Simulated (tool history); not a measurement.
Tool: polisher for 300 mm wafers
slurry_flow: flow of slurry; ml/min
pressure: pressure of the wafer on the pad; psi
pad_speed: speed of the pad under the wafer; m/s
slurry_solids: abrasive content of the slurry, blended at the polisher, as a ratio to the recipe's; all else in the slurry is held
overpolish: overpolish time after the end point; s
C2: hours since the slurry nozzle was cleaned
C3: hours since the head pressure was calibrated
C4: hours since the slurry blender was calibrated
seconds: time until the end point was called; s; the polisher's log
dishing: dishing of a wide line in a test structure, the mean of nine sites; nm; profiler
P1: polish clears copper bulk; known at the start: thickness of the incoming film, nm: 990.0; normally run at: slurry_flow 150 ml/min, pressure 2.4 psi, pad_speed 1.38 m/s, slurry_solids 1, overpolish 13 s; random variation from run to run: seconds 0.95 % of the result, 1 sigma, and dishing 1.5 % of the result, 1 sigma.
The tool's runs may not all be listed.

run 1 day=0.25 | slurry_flow=150 pressure=2.4 pad_speed=1.38 slurry_solids=1 overpolish=13 | wafers_polished_on_this_pad=441 C2=212.4 C3=134.1 C4=125.2 | seconds=96.704 dishing=71.875
run 2 day=0.483 | slurry_flow=150 pressure=1.6 pad_speed=1.38 slurry_solids=1.45 overpolish=13 | wafers_polished_on_this_pad=481 C2=218 C3=139.7 C4=130.8 | seconds=132.65 dishing=53.604
run 3 day=0.671 | slurry_flow=150 pressure=2.4 pad_speed=1.38 slurry_solids=1 overpolish=25 | wafers_polished_on_this_pad=513 C2=222.5 C3=144.2 C4=135.3 | seconds=97.561 dishing=99.786
run 4 day=0.933 | slurry_flow=150 pressure=2.4 pad_speed=0.78 slurry_solids=1 overpolish=4 | wafers_polished_on_this_pad=558 C2=228.8 C3=150.5 C4=141.6 | seconds=170.34 dishing=17.174
run 5 day=1.242 | slurry_flow=150 pressure=2.4 pad_speed=1.38 slurry_solids=1 overpolish=13 | wafers_polished_on_this_pad=611 C2=236.2 C3=157.9 C4=149 | seconds=96.111 dishing=74.299
run 6 day=1.508 | slurry_flow=195 pressure=2.4 pad_speed=1.38 slurry_solids=1 overpolish=13 | wafers_polished_on_this_pad=656 C2=242.6 C3=164.3 C4=155.4 | seconds=94.856 dishing=72.838
run 7 day=1.783 | slurry_flow=150 pressure=2.4 pad_speed=1.38 slurry_solids=1 overpolish=13 | wafers_polished_on_this_pad=703 C2=249.2 C3=170.9 C4=162 | seconds=98.114 dishing=71.164
run 8 day=2.179 | slurry_flow=150 pressure=2.4 pad_speed=1.38 slurry_solids=1.45 overpolish=13 | wafers_polished_on_this_pad=771 C2=258.7 C3=180.4 C4=171.5 | seconds=89.848 dishing=73.827
run 9 day=2.412 | slurry_flow=150 pressure=2.4 pad_speed=1.38 slurry_solids=1 overpolish=13 | wafers_polished_on_this_pad=811 C2=264.3 C3=186 C4=177.1 | seconds=96.086 dishing=74.073
run 10 day=2.662 | slurry_flow=150 pressure=2.4 pad_speed=1.38 slurry_solids=0.6 overpolish=13 | wafers_polished_on_this_pad=854 C2=270.3 C3=192 C4=183.1 | seconds=108.19 dishing=66.246
run 11 day=2.971 | slurry_flow=150 pressure=2.4 pad_speed=1.38 slurry_solids=1 overpolish=4 | wafers_polished_on_this_pad=907 C2=277.7 C3=199.4 C4=190.5 | seconds=96.583 dishing=28.631
run 12 day=3.354 | slurry_flow=95 pressure=2.4 pad_speed=1.72 slurry_solids=1 overpolish=13 | wafers_polished_on_this_pad=972 C2=286.9 C3=208.6 C4=199.7 | seconds=85.296 dishing=77.645
run 13 day=3.642 | slurry_flow=90 pressure=2.4 pad_speed=1.38 slurry_solids=1 overpolish=13 | wafers_polished_on_this_pad=1022 C2=293.8 C3=215.5 C4=206.6 | seconds=109.16 dishing=67.03
run 14 day=3.858 | slurry_flow=150 pressure=1.4 pad_speed=1.38 slurry_solids=1 overpolish=13 | wafers_polished_on_this_pad=1059 C2=299 C3=220.7 C4=211.8 | seconds=165.55 dishing=45.006
run 15 day=4.254 | slurry_flow=150 pressure=2.4 pad_speed=2.1 slurry_solids=1 overpolish=13 | wafers_polished_on_this_pad=1127 C2=308.5 C3=230.2 C4=221.3 | seconds=63.511 dishing=91.9
run 16 day=4.483 | slurry_flow=150 pressure=2.4 pad_speed=0.86 slurry_solids=1 overpolish=13 | wafers_polished_on_this_pad=1166 C2=314 C3=235.7 C4=226.8 | seconds=155.25 dishing=50.857
run 17 day=4.904 | slurry_flow=150 pressure=3.3 pad_speed=1.38 slurry_solids=1 overpolish=13 | wafers_polished_on_this_pad=1238 C2=324.1 C3=245.8 C4=236.9 | seconds=71.033 dishing=89.839
run 18 day=5.096 | slurry_flow=150 pressure=2.4 pad_speed=1.38 slurry_solids=1 overpolish=13 | wafers_polished_on_this_pad=1271 C2=328.7 C3=250.4 C4=241.5 | seconds=96.119 dishing=71.984
run 19 day=5.342 | slurry_flow=150 pressure=2.4 pad_speed=1.38 slurry_solids=1 overpolish=13 | wafers_polished_on_this_pad=1313 C2=334.6 C3=256.3 C4=247.4 | seconds=96.534 dishing=73.658
run 20 day=5.717 | slurry_flow=150 pressure=2.4 pad_speed=1.38 slurry_solids=1 overpolish=13 | wafers_polished_on_this_pad=1377 C2=343.6 C3=265.3 C4=256.4 | seconds=96.04 dishing=71.832
run 21 day=6.046 | slurry_flow=150 pressure=2.4 pad_speed=1.38 slurry_solids=1 overpolish=13 | wafers_polished_on_this_pad=1433 C2=351.5 C3=273.2 C4=264.3 | seconds=98.673 dishing=70.542
run 22 day=6.454 | slurry_flow=150 pressure=2.4 pad_speed=1.38 slurry_solids=1 overpolish=13 | wafers_polished_on_this_pad=1503 C2=361.3 C3=283 C4=274.1 | seconds=101.12 dishing=69.45
run 23 day=6.721 | slurry_flow=150 pressure=2.4 pad_speed=1.38 slurry_solids=1 overpolish=13 | wafers_polished_on_this_pad=1549 C2=367.7 C3=289.4 C4=280.5 | seconds=102.59 dishing=69.169
-- day=6.962 slurry blender recalibrated
run 24 day=7.1 | slurry_flow=150 pressure=2.4 pad_speed=1.38 slurry_solids=1 overpolish=13 | wafers_polished_on_this_pad=1614 C2=376.8 C3=298.5 C4=3.3 | seconds=105.6 dishing=66.815
run 25 day=7.408 | slurry_flow=150 pressure=2.4 pad_speed=1.38 slurry_solids=1 overpolish=13 | wafers_polished_on_this_pad=1667 C2=384.2 C3=305.9 C4=10.7 | seconds=105.77 dishing=67.331
run 26 day=7.612 | slurry_flow=150 pressure=2.4 pad_speed=1.38 slurry_solids=1 overpolish=13 | wafers_polished_on_this_pad=1702 C2=389.1 C3=310.8 C4=15.6 | seconds=104.56 dishing=67.398
-- day=7.888 head pressure recalibrated
run 27 day=7.896 | slurry_flow=150 pressure=2.4 pad_speed=1.38 slurry_solids=1 overpolish=13 | wafers_polished_on_this_pad=1750 C2=395.9 C3=0.2 C4=22.4 | seconds=107.12 dishing=65.966
run 28 day=8.1 | slurry_flow=150 pressure=2.4 pad_speed=1.38 slurry_solids=1 overpolish=13 | wafers_polished_on_this_pad=1785 C2=400.8 C3=5.1 C4=27.3 | seconds=105.68 dishing=67.87
run 29 day=8.512 | slurry_flow=150 pressure=2.4 pad_speed=1.38 slurry_solids=1 overpolish=13 | wafers_polished_on_this_pad=1856 C2=410.7 C3=15 C4=37.2 | seconds=108.22 dishing=69.008
run 30 day=8.808 | slurry_flow=150 pressure=2.4 pad_speed=1.38 slurry_solids=1 overpolish=13 | wafers_polished_on_this_pad=1906 C2=417.8 C3=22.1 C4=44.3 | seconds=105.55 dishing=67.419

What P1 gives has crept away from where it was. These 2 causes fit the log equally well, each at the size given:
A: slurry flow missing at the pad, % = 37.7
B: removal rate lost through wear of the pad, % = 9.72
The creep began at about day 5.717.
Why every other cause is out:
head's pressure below its setpoint, %: serviced at day 7.888, which brought nothing back
abrasive missing from the slurry, %: serviced at day 6.962, which brought nothing back

4 check runs are offered, each on 2 wafers whose results are averaged, their results left as question marks. Which one tells the causes apart?
run check 1 day=9.104 | slurry_flow=95 pressure=2.4 pad_speed=1.38 slurry_solids=0.65 overpolish=13 | seconds=? dishing=?
run check 2 day=9.104 | slurry_flow=150 pressure=2.4 pad_speed=2 slurry_solids=1 overpolish=13 | seconds=? dishing=?
run check 3 day=9.104 | slurry_flow=150 pressure=3 pad_speed=1.38 slurry_solids=1.45 overpolish=13 | seconds=? dishing=?
run check 4 day=9.104 | slurry_flow=150 pressure=2.4 pad_speed=1.38 slurry_solids=1 overpolish=8 | seconds=? dishing=?

What each check would give under each cause:
check=check_1 result=seconds if_A=135.92 if_B=129.25
check=check_1 result=dishing if_A=56.92 if_B=59.025
check=check_2 result=seconds if_A=73.91 if_B=73.892
check=check_2 result=dishing if_A=84.206 if_B=84.217
check=check_3 result=seconds if_A=78.997 if_B=78.977
check=check_3 result=dishing if_A=83.539 if_B=83.551
check=check_4 result=seconds if_A=107.12 if_B=107.09
check=check_4 result=dishing if_A=47.206 if_B=47.215
How far apart the two closest causes lie, in the result that separates them most: check 1 5.03 %; check 2 0.02 %; check 3 0.02 %; check 4 0.02 %
Check 1 tells the causes apart: in the others they would give nearly the same result.

Check 1 was then run and gave: seconds 129.77 s; dishing 59.533 nm. Which cause is it?

It is B: removal rate lost through wear of the pad, %.
